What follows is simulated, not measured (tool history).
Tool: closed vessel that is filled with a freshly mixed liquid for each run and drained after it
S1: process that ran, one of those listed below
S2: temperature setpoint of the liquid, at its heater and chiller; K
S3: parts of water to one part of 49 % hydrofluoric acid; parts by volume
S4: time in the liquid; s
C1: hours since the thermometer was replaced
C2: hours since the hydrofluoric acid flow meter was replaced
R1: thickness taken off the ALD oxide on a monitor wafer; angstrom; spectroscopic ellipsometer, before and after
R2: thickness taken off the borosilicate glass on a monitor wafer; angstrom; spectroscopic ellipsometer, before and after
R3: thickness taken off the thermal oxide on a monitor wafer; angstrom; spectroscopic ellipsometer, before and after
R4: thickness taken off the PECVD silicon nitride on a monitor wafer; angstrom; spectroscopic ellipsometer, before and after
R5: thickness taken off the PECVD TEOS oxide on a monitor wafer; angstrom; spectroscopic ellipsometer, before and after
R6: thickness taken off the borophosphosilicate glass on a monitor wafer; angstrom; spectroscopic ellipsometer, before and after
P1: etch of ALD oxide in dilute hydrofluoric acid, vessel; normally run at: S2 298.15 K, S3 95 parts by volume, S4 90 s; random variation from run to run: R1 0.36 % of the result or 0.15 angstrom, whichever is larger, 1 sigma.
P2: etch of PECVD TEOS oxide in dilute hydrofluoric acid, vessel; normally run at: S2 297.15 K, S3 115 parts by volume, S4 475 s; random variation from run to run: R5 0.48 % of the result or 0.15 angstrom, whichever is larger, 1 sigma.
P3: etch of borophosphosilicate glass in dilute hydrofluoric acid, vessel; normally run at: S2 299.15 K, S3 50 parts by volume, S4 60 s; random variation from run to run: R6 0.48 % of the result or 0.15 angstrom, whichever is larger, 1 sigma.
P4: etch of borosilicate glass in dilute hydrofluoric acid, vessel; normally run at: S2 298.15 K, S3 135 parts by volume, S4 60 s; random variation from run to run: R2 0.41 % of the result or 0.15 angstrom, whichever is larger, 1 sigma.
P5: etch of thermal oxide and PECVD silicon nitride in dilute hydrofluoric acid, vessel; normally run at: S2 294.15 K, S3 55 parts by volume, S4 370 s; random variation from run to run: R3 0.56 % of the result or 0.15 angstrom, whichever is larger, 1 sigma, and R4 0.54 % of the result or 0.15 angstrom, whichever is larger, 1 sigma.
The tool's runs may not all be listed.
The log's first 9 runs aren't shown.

run	hour	S1	S2	S3	S4	C1	C2	R1	R2	R3	R4	R5	R6
10	72.2	P2	290.15	115	475	2088.4	667.0					317.48	
11	81.9	P1	298.15	95	90	2098.1	676.7	272.070					
# hour 82.8: hydrofluoric acid flow meter replaced
12	87.5	P5	302.15	55	370	2103.7	4.8			405.73	510.72		
13	92.8	P3	299.15	50	60	2109.0	10.1						631.79
14	103.4	P1	303.15	95	30	2119.6	20.7	110.240					
15	111.3	P1	298.15	95	90	2127.5	28.6	272.600					
16	119.5	P5	294.15	55	370	2135.7	36.8			292.91	297.27		
17	126.4	P5	294.15	55	165	2142.6	43.7			130.75	133.43		
18	134.4	P4	298.15	35	60	2150.6	51.7		393.610				
19	141.1	P3	299.15	80	60	2157.3	58.4						377.92
20	150.2	P3	299.15	50	110	2166.4	67.5						1148.80
21	157.7	P3	299.15	50	60	2173.9	75.0						624.01
22	166.1	P2	297.15	115	475	2182.3	83.4					423.86	

The next listed run, before its measurement:
23	172.9	P1	298.15	30	90	2189.1	90.2	?					

Run 23 gave R1 935.160 angstrom.

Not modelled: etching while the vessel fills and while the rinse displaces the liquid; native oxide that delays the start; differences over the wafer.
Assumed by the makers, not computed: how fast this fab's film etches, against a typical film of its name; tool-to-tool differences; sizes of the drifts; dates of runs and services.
